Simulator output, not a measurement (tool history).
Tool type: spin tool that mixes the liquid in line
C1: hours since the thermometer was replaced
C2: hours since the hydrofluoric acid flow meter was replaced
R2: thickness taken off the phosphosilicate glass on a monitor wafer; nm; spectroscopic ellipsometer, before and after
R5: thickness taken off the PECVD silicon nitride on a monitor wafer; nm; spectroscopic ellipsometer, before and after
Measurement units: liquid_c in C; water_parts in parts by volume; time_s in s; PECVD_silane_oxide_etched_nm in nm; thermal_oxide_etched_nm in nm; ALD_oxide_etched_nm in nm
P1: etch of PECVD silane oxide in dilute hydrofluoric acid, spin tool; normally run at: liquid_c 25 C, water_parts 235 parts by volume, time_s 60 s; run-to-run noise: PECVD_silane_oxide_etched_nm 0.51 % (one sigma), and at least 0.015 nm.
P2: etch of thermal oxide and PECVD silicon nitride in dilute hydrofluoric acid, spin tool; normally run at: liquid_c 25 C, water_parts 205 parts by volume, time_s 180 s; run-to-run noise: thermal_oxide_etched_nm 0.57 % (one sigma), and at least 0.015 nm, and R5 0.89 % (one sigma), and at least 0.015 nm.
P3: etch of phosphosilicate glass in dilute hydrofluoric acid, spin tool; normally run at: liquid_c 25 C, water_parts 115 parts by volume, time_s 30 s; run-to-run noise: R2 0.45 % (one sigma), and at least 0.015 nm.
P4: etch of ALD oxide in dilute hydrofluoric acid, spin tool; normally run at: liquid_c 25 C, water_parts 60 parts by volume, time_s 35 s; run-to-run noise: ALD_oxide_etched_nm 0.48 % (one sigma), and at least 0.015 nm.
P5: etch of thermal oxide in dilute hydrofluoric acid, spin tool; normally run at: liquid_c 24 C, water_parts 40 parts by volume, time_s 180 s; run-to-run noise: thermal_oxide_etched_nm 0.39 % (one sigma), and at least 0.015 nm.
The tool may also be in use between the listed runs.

Run 1, day 0.492: process P1, liquid_c 25 C, water_parts 235 parts by volume, time_s 60 s; C1 596.2; C2 673.7. Result: PECVD_silane_oxide_etched_nm 11.637 nm.
Run 2, day 0.75: process P1, liquid_c 31.5 C, water_parts 235 parts by volume, time_s 60 s; C1 602.4; C2 679.9. Result: PECVD_silane_oxide_etched_nm 14.588 nm.
Run 3, day 1.242: process P3, liquid_c 25 C, water_parts 165 parts by volume, time_s 30 s; C1 614.2; C2 691.7. Result: R2 25.783 nm.
Run 4, day 1.679: process P5, liquid_c 24 C, water_parts 40 parts by volume, time_s 15 s; C1 624.7; C2 702.2. Result: thermal_oxide_etched_nm 1.9229 nm.
Run 5, day 2.054: process P1, liquid_c 25 C, water_parts 235 parts by volume, time_s 60 s; C1 633.7; C2 711.2. Result: PECVD_silane_oxide_etched_nm 11.709 nm.
Run 6, day 2.412: process P1, liquid_c 21.5 C, water_parts 125 parts by volume, time_s 60 s; C1 642.3; C2 719.8. Result: PECVD_silane_oxide_etched_nm 21.527 nm.
Run 7, day 2.729: process P1, liquid_c 25 C, water_parts 40 parts by volume, time_s 60 s; C1 649.9; C2 727.4. Result: PECVD_silane_oxide_etched_nm 85.51 nm.
Run 8, day 3.108: process P5, liquid_c 24 C, water_parts 70 parts by volume, time_s 180 s; C1 659; C2 736.5. Result: thermal_oxide_etched_nm 12.807 nm.
Run 9, day 3.617: process P1, liquid_c 25 C, water_parts 235 parts by volume, time_s 60 s; C1 671.2; C2 748.7. Result: PECVD_silane_oxide_etched_nm 11.557 nm.
Run 10, day 3.996: process P1, liquid_c 25 C, water_parts 235 parts by volume, time_s 105 s; C1 680.3; C2 757.8. Result: PECVD_silane_oxide_etched_nm 20.498 nm.
Run 11, day 4.371: process P5, liquid_c 24 C, water_parts 40 parts by volume, time_s 180 s; C1 689.3; C2 766.8. Result: thermal_oxide_etched_nm 23.378 nm.
Run 12, day 4.612: process P4, liquid_c 25 C, water_parts 60 parts by volume, time_s 35 s; C1 695.1; C2 772.6. Result: ALD_oxide_etched_nm 10.773 nm.
Run 13, day 5.15: process P1, liquid_c 25 C, water_parts 235 parts by volume, time_s 60 s; C1 708; C2 785.5. Result: PECVD_silane_oxide_etched_nm 11.715 nm.
Run 14, day 5.683: process P2, liquid_c 25 C, water_parts 205 parts by volume, time_s 180 s; C1 720.8; C2 798.3. Result: thermal_oxide_etched_nm 3.6726 nm, R5 3.0507 nm.
Run 15, day 6.158: process P1, liquid_c 20 C, water_parts 235 parts by volume, time_s 25 s; C1 732.2; C2 809.7. Result: PECVD_silane_oxide_etched_nm 4.0584 nm.
Run 16, day 6.462: process P1, liquid_c 25 C, water_parts 235 parts by volume, time_s 15 s; C1 739.5; C2 817. Result: PECVD_silane_oxide_etched_nm 2.9529 nm.
Run 17, day 6.796: process P1, liquid_c 25 C, water_parts 235 parts by volume, time_s 60 s; C1 747.5; C2 825. Result: PECVD_silane_oxide_etched_nm 11.599 nm.
Run 18, day 7.1: process P1, liquid_c 19 C, water_parts 235 parts by volume, time_s 60 s; C1 754.8; C2 832.3. Result: PECVD_silane_oxide_etched_nm 9.3497 nm.
Run 19, day 7.383: process P2, liquid_c 19 C, water_parts 205 parts by volume, time_s 180 s; C1 761.6; C2 839.1. Result: thermal_oxide_etched_nm 2.9564 nm, R5 2.0656 nm.
Run 20, day 7.683: process P5, liquid_c 29 C, water_parts 40 parts by volume, time_s 180 s; C1 768.8; C2 846.3. Result: thermal_oxide_etched_nm 28.619 nm.
Run 21, day 8.233: process P3, liquid_c 19.5 C, water_parts 115 parts by volume, time_s 30 s; C1 782; C2 859.5. Result: R2 31.606 nm.
Run 22, day 8.608: process P3, liquid_c 25 C, water_parts 115 parts by volume, time_s 30 s; C1 791; C2 868.5. Result: R2 39.317 nm.
Run 23, day 8.871: process P1, liquid_c 25 C, water_parts 340 parts by volume, time_s 60 s; C1 797.3; C2 874.8. Result: PECVD_silane_oxide_etched_nm 7.2916 nm.
Run 24, day 9.288: process P4, liquid_c 25 C, water_parts 40 parts by volume, time_s 35 s; C1 807.3; C2 884.8. Result: ALD_oxide_etched_nm 16.466 nm.
Run 25, day 9.65: process P2, liquid_c 25 C, water_parts 205 parts by volume, time_s 270 s; C1 816; C2 893.5. Result: thermal_oxide_etched_nm 5.582 nm, R5 4.6076 nm.
Run 26, day 10.129: process P5, liquid_c 24 C, water_parts 40 parts by volume, time_s 180 s; C1 827.5; C2 905. Result: thermal_oxide_etched_nm 23.339 nm.
Run 27, day 10.521: process P3, liquid_c 25 C, water_parts 115 parts by volume, time_s 15 s; C1 836.9; C2 914.4. Result: R2 19.581 nm.
Run 28, day 11.062: process P4, liquid_c 32.5 C, water_parts 60 parts by volume, time_s 35 s; C1 849.9; C2 927.4. Result: ALD_oxide_etched_nm 14.308 nm.
Run 29, day 11.467: process P2, liquid_c 25 C, water_parts 65 parts by volume, time_s 180 s; C1 859.6; C2 937.1. Result: thermal_oxide_etched_nm 13.885 nm, R5 9.6492 nm.
Run 30, day 11.8: process P4, liquid_c 25 C, water_parts 60 parts by volume, time_s 15 s; C1 867.6; C2 945.1. Result: ALD_oxide_etched_nm 4.5608 nm.
Run 31, day 12.346: process P1, liquid_c 25 C, water_parts 235 parts by volume, time_s 60 s; C1 880.7; C2 958.2. Result: PECVD_silane_oxide_etched_nm 11.594 nm.
Run 32, day 12.712: process P1, liquid_c 25 C, water_parts 235 parts by volume, time_s 60 s; C1 889.5; C2 967. Result: PECVD_silane_oxide_etched_nm 11.252 nm.
Run 33, day 13.1: process P1, liquid_c 25 C, water_parts 235 parts by volume, time_s 60 s; C1 898.8; C2 976.3. Result: PECVD_silane_oxide_etched_nm 11.094 nm.
Run 34, day 13.538: process P1, liquid_c 25 C, water_parts 235 parts by volume, time_s 60 s; C1 909.3; C2 986.8. Result: PECVD_silane_oxide_etched_nm 10.963 nm.
Run 35, day 13.825: process P1, liquid_c 25 C, water_parts 235 parts by volume, time_s 60 s; C1 916.2; C2 993.7. Result: PECVD_silane_oxide_etched_nm 10.818 nm.
Run 36, day 14.3: process P1, liquid_c 25 C, water_parts 235 parts by volume, time_s 60 s; C1 927.6; C2 1005.1. Result: PECVD_silane_oxide_etched_nm 10.91 nm.
Run 37, day 14.575: process P1, liquid_c 25 C, water_parts 235 parts by volume, time_s 60 s; C1 934.2; C2 1011.7. Result: PECVD_silane_oxide_etched_nm 10.911 nm.

The output of P1 has drifted from where it used to be. Each of the 2 causes below, taken at the size shown beside it, accounts for the log equally well:
A: hydrofluoric acid flow below the setpoint (%) = 5.29
B: liquid colder than its thermometer reads (K) = 1.89
The gradual shift began around day 12.346.

Which of the 4 check runs listed below separates the causes, so that each cause would produce a clearly different result? Each run uses one wafer, and its results are marked with question marks.
Run check 1, day 14.85: process P3, liquid_c 25 C, water_parts 155 parts by volume, time_s 30 s. Result: R2 ?.
Run check 2, day 14.85: process P5, liquid_c 24 C, water_parts 50 parts by volume, time_s 15 s. Result: thermal_oxide_etched_nm ?.
Run check 3, day 14.85: process P4, liquid_c 32.5 C, water_parts 60 parts by volume, time_s 15 s. Result: ALD_oxide_etched_nm ?.
Run check 4, day 14.85: process P2, liquid_c 25 C, water_parts 105 parts by volume, time_s 180 s. Result: thermal_oxide_etched_nm ?, R5 ?.

How each check would come out, cause by cause:
  check                   result    if A    if B
check 1                       R2  25.969  25.772
check 2  thermal_oxide_etched_nm  1.4484  1.4192
check 3      ALD_oxide_etched_nm  5.8154  5.7412
check 4  thermal_oxide_etched_nm  7.5944  7.4964
check 4                       R5  5.6408  5.2573
Separation of the two closest causes in each check, using whichever result separates them best: check 1 0.76 %; check 2 2.04 %; check 3 1.28 %; check 4 7.04 %
Check 4 is the one run that separates the causes; every other check would come out nearly the same whichever cause is at work.

Check 4 was then run and gave: thermal_oxide_etched_nm 7.4772 nm; R5 5.2754 nm. Which cause is it?

It is B: liquid colder than its thermometer reads (K).
